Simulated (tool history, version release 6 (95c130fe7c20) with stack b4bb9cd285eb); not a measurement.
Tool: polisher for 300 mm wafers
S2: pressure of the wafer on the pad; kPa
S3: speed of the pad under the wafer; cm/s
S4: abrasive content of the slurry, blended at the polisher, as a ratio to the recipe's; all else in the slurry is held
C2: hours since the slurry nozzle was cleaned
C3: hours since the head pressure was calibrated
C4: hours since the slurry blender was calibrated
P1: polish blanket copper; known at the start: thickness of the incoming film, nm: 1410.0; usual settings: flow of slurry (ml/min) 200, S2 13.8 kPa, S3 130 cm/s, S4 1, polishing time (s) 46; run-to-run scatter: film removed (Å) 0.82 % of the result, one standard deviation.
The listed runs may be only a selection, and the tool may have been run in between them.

run 1 hour=8.3 | flow_of_slurry_(ml/min)=200 S2=13.8 S3=130 S4=1 polishing_time_(s)=46 | wafers_polished_on_this_pad=191 C2=206.8 C3=315 C4=135.8 | film_removed_(Å)=1389.8
run 2 hour=20 | flow_of_slurry_(ml/min)=200 S2=13.8 S3=130 S4=1 polishing_time_(s)=46 | wafers_polished_on_this_pad=335 C2=218.5 C3=326.7 C4=147.5 | film_removed_(Å)=1402.4
run 3 hour=29.8 | flow_of_slurry_(ml/min)=200 S2=20.7 S3=130 S4=1 polishing_time_(s)=46 | wafers_polished_on_this_pad=456 C2=228.3 C3=336.5 C4=157.3 | film_removed_(Å)=2079.3
run 4 hour=43.7 | flow_of_slurry_(ml/min)=200 S2=13.8 S3=130 S4=1 polishing_time_(s)=46 | wafers_polished_on_this_pad=627 C2=242.2 C3=350.4 C4=171.2 | film_removed_(Å)=1398.9
run 5 hour=51.8 | flow_of_slurry_(ml/min)=200 S2=13.8 S3=130 S4=1.4 polishing_time_(s)=46 | wafers_polished_on_this_pad=727 C2=250.3 C3=358.5 C4=179.3 | film_removed_(Å)=1467.4
run 6 hour=66.6 | flow_of_slurry_(ml/min)=200 S2=8.3 S3=130 S4=1 polishing_time_(s)=46 | wafers_polished_on_this_pad=909 C2=265.1 C3=373.3 C4=194.1 | film_removed_(Å)=835.6
run 7 hour=82.2 | flow_of_slurry_(ml/min)=200 S2=13.8 S3=130 S4=1 polishing_time_(s)=58 | wafers_polished_on_this_pad=1101 C2=280.7 C3=388.9 C4=209.7 | film_removed_(Å)=1757.6
run 8 hour=93.6 | flow_of_slurry_(ml/min)=200 S2=8.3 S3=64 S4=1 polishing_time_(s)=46 | wafers_polished_on_this_pad=1241 C2=292.1 C3=400.3 C4=221.1 | film_removed_(Å)=408.1
run 9 hour=102.9 | flow_of_slurry_(ml/min)=200 S2=13.8 S3=68 S4=1 polishing_time_(s)=46 | wafers_polished_on_this_pad=1356 C2=301.4 C3=409.6 C4=230.4 | film_removed_(Å)=720.07
run 10 hour=112.3 | flow_of_slurry_(ml/min)=200 S2=13.8 S3=130 S4=1 polishing_time_(s)=46 | wafers_polished_on_this_pad=1471 C2=310.8 C3=419 C4=239.8 | film_removed_(Å)=1378.7
run 11 hour=122.6 | flow_of_slurry_(ml/min)=260 S2=13.8 S3=130 S4=1 polishing_time_(s)=46 | wafers_polished_on_this_pad=1598 C2=321.1 C3=429.3 C4=250.1 | film_removed_(Å)=1419.1
run 12 hour=138.7 | flow_of_slurry_(ml/min)=200 S2=13.8 S3=90 S4=1.45 polishing_time_(s)=46 | wafers_polished_on_this_pad=1796 C2=337.2 C3=445.4 C4=266.2 | film_removed_(Å)=1038.8
run 13 hour=148.4 | flow_of_slurry_(ml/min)=200 S2=13.8 S3=130 S4=0.5 polishing_time_(s)=46 | wafers_polished_on_this_pad=1916 C2=346.9 C3=455.1 C4=275.9 | film_removed_(Å)=1216
run 14 hour=159.2 | flow_of_slurry_(ml/min)=120 S2=9 S3=130 S4=1 polishing_time_(s)=46 | wafers_polished_on_this_pad=2049 C2=357.7 C3=465.9 C4=286.7 | film_removed_(Å)=825.34
-- hour=163.4 slurry nozzle cleaned
run 15 hour=166.4 | flow_of_slurry_(ml/min)=120 S2=13.8 S3=130 S4=1 polishing_time_(s)=46 | wafers_polished_on_this_pad=2137 C2=3.1 C3=473.1 C4=293.9 | film_removed_(Å)=1296
run 16 hour=180.5 | flow_of_slurry_(ml/min)=200 S2=13.8 S3=130 S4=1 polishing_time_(s)=46 | wafers_polished_on_this_pad=2311 C2=17.2 C3=487.2 C4=308 | film_removed_(Å)=1400.5
-- hour=181.8 head pressure recalibrated
run 17 hour=190.8 | flow_of_slurry_(ml/min)=200 S2=13.8 S3=198 S4=1 polishing_time_(s)=46 | wafers_polished_on_this_pad=2438 C2=27.5 C3=9.1 C4=318.3 | film_removed_(Å)=2109.6
run 18 hour=202.3 | flow_of_slurry_(ml/min)=200 S2=13.8 S3=130 S4=1 polishing_time_(s)=23 | wafers_polished_on_this_pad=2579 C2=39 C3=20.6 C4=329.8 | film_removed_(Å)=684.57
run 19 hour=215.9 | flow_of_slurry_(ml/min)=200 S2=13.8 S3=130 S4=1 polishing_time_(s)=46 | wafers_polished_on_this_pad=2747 C2=52.6 C3=34.2 C4=343.4 | film_removed_(Å)=1372.6
run 20 hour=227.4 | flow_of_slurry_(ml/min)=200 S2=13.8 S3=130 S4=1 polishing_time_(s)=46 | wafers_polished_on_this_pad=2888 C2=64.1 C3=45.7 C4=354.9 | film_removed_(Å)=1396.5
run 21 hour=239.9 | flow_of_slurry_(ml/min)=200 S2=13.8 S3=130 S4=1 polishing_time_(s)=46 | wafers_polished_on_this_pad=3042 C2=76.6 C3=58.2 C4=367.4 | film_removed_(Å)=1369.4
run 22 hour=249.5 | flow_of_slurry_(ml/min)=200 S2=13.8 S3=130 S4=1 polishing_time_(s)=46 | wafers_polished_on_this_pad=3160 C2=86.2 C3=67.8 C4=377 | film_removed_(Å)=1370.7
run 23 hour=261.1 | flow_of_slurry_(ml/min)=200 S2=13.8 S3=130 S4=1 polishing_time_(s)=46 | wafers_polished_on_this_pad=3303 C2=97.8 C3=79.4 C4=388.6 | film_removed_(Å)=1317.4
run 24 hour=271 | flow_of_slurry_(ml/min)=200 S2=13.8 S3=130 S4=1 polishing_time_(s)=46 | wafers_polished_on_this_pad=3425 C2=107.7 C3=89.3 C4=398.5 | film_removed_(Å)=1330.9
run 25 hour=287.5 | flow_of_slurry_(ml/min)=200 S2=13.8 S3=130 S4=1 polishing_time_(s)=46 | wafers_polished_on_this_pad=3628 C2=124.2 C3=105.8 C4=415 | film_removed_(Å)=1317.1
-- hour=289.6 worn pad replaced by a new one
-- hour=301.8 slurry blender recalibrated
run 26 hour=302 | flow_of_slurry_(ml/min)=200 S2=13.8 S3=130 S4=1 polishing_time_(s)=46 | wafers_polished_on_this_pad=153 C2=138.7 C3=120.3 C4=0.2 | film_removed_(Å)=1300.5
run 27 hour=311.6 | flow_of_slurry_(ml/min)=200 S2=13.8 S3=130 S4=1 polishing_time_(s)=46 | wafers_polished_on_this_pad=271 C2=148.3 C3=129.9 C4=9.8 | film_removed_(Å)=1287.6
run 28 hour=320.8 | flow_of_slurry_(ml/min)=200 S2=13.8 S3=130 S4=1 polishing_time_(s)=46 | wafers_polished_on_this_pad=384 C2=157.5 C3=139.1 C4=19 | film_removed_(Å)=1287.9
run 29 hour=334.8 | flow_of_slurry_(ml/min)=200 S2=13.8 S3=130 S4=1 polishing_time_(s)=46 | wafers_polished_on_this_pad=557 C2=171.5 C3=153.1 C4=33 | film_removed_(Å)=1295
run 30 hour=348.8 | flow_of_slurry_(ml/min)=200 S2=13.8 S3=130 S4=1 polishing_time_(s)=46 | wafers_polished_on_this_pad=729 C2=185.5 C3=167.1 C4=47 | film_removed_(Å)=1295.9
run 31 hour=360.5 | flow_of_slurry_(ml/min)=200 S2=13.8 S3=130 S4=1 polishing_time_(s)=46 | wafers_polished_on_this_pad=873 C2=197.2 C3=178.8 C4=58.7 | film_removed_(Å)=1275.1

P1 has crept away from where it was. The log is fitted equally well by each of these 2 causes, at the sizes shown:
A: slurry flow missing at the pad, % = 35.6
B: head's pressure below its setpoint, % = 6.94
Onset of the creep was near hour 227.4.
Each remaining cause and why it is not a fit:
removal rate lost through wear of the pad, %: serviced after onset, at hour 289.6, with no recovery of the prior output
abrasive missing from the slurry, %: serviced after onset, at hour 301.8, with no recovery of the prior output

The list below offers 4 check runs, each averaging the results of 2 wafers, and shows each result as a question mark. For which of them would the listed causes give clearly different results?
run check 1 hour=372.2 | flow_of_slurry_(ml/min)=200 S2=13.8 S3=196 S4=0.6 polishing_time_(s)=46 | film_removed_(Å)=?
run check 2 hour=372.2 | flow_of_slurry_(ml/min)=120 S2=20.7 S3=130 S4=1 polishing_time_(s)=46 | film_removed_(Å)=?
run check 3 hour=372.2 | flow_of_slurry_(ml/min)=200 S2=20.7 S3=186 S4=1 polishing_time_(s)=46 | film_removed_(Å)=?
run check 4 hour=372.2 | flow_of_slurry_(ml/min)=200 S2=13.8 S3=130 S4=1.35 polishing_time_(s)=32 | film_removed_(Å)=?

Predicted outcomes, by check and by cause:
check=check_1 result=film_removed_(Å) if_A=1747.9 if_B=1747.7
check=check_2 result=film_removed_(Å) if_A=1700.8 if_B=1773.5
check=check_3 result=film_removed_(Å) if_A=2766.6 if_B=2766.3
check=check_4 result=film_removed_(Å) if_A=957.41 if_B=957.3
How far apart the two closest causes lie, in the result that separates them most: check 1 0.01 %; check 2 4.19 %; check 3 0.01 %; check 4 0.01 %
Check 2 tells the causes apart: in the others they would give nearly the same result.

The results of check 2 are: film removed (Å) 1691. Based on these, which of the listed causes is it?

It is A: slurry flow missing at the pad, %.

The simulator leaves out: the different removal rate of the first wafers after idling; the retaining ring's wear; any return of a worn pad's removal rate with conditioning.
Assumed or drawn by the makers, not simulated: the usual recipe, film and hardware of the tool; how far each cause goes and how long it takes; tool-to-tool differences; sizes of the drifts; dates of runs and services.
